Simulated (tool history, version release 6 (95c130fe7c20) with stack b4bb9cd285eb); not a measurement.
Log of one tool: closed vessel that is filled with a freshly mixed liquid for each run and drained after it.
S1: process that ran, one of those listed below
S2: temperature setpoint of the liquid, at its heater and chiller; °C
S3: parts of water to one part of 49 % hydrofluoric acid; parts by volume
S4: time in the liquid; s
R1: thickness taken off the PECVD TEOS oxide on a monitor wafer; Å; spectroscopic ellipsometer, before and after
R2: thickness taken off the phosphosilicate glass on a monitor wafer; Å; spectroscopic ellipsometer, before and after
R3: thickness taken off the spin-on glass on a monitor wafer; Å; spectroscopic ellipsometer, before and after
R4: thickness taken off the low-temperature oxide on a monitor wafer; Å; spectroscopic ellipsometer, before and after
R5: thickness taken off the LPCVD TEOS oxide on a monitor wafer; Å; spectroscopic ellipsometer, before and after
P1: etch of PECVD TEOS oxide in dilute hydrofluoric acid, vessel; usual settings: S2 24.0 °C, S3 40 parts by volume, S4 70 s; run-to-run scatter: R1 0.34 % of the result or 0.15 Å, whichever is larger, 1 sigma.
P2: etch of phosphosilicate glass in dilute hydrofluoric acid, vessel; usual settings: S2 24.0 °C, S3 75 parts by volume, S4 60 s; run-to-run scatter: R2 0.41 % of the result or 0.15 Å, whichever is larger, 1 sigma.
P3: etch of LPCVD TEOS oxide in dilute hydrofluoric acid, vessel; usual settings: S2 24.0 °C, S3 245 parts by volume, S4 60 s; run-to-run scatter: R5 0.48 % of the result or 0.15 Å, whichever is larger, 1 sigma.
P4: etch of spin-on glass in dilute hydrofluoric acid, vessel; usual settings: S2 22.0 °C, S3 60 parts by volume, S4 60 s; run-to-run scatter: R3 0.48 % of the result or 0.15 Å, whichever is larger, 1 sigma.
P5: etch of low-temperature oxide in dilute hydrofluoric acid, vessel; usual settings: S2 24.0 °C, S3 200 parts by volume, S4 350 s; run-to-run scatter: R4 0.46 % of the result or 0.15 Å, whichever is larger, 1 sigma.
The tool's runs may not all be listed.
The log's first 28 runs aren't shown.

Run 29, day 7.012: S1 P5, S2 17.0 °C, S3 200 parts by volume, S4 350 s. Result: R4 161.480 Å.
Run 30, day 7.233: S1 P1, S2 24.0 °C, S3 40 parts by volume, S4 30 s. Result: R1 127.04 Å.
Run 31, day 7.558: S1 P1, S2 24.0 °C, S3 40 parts by volume, S4 70 s. Result: R1 297.17 Å.
Run 32, day 7.796: S1 P1, S2 24.0 °C, S3 40 parts by volume, S4 70 s. Result: R1 305.61 Å.
Run 33, day 7.954: S1 P1, S2 24.0 °C, S3 40 parts by volume, S4 70 s. Result: R1 310.55 Å.
Run 34, day 8.104: S1 P1, S2 24.0 °C, S3 40 parts by volume, S4 70 s. Result: R1 314.83 Å.
Run 35, day 8.329: S1 P1, S2 24.0 °C, S3 40 parts by volume, S4 70 s. Result: R1 315.01 Å.
Run 36, day 8.504: S1 P1, S2 24.0 °C, S3 40 parts by volume, S4 70 s. Result: R1 316.37 Å.
Run 37, day 8.704: S1 P1, S2 24.0 °C, S3 40 parts by volume, S4 70 s. Result: R1 317.03 Å.
Run 38, day 8.950: S1 P1, S2 24.0 °C, S3 40 parts by volume, S4 70 s. Result: R1 318.49 Å.

Run 39 comes next. What will it give?
Run 39, day 9.179: S1 P1, S2 24.0 °C, S3 40 parts by volume, S4 70 s. Result: R1 ?.

R1: 317.69 Å

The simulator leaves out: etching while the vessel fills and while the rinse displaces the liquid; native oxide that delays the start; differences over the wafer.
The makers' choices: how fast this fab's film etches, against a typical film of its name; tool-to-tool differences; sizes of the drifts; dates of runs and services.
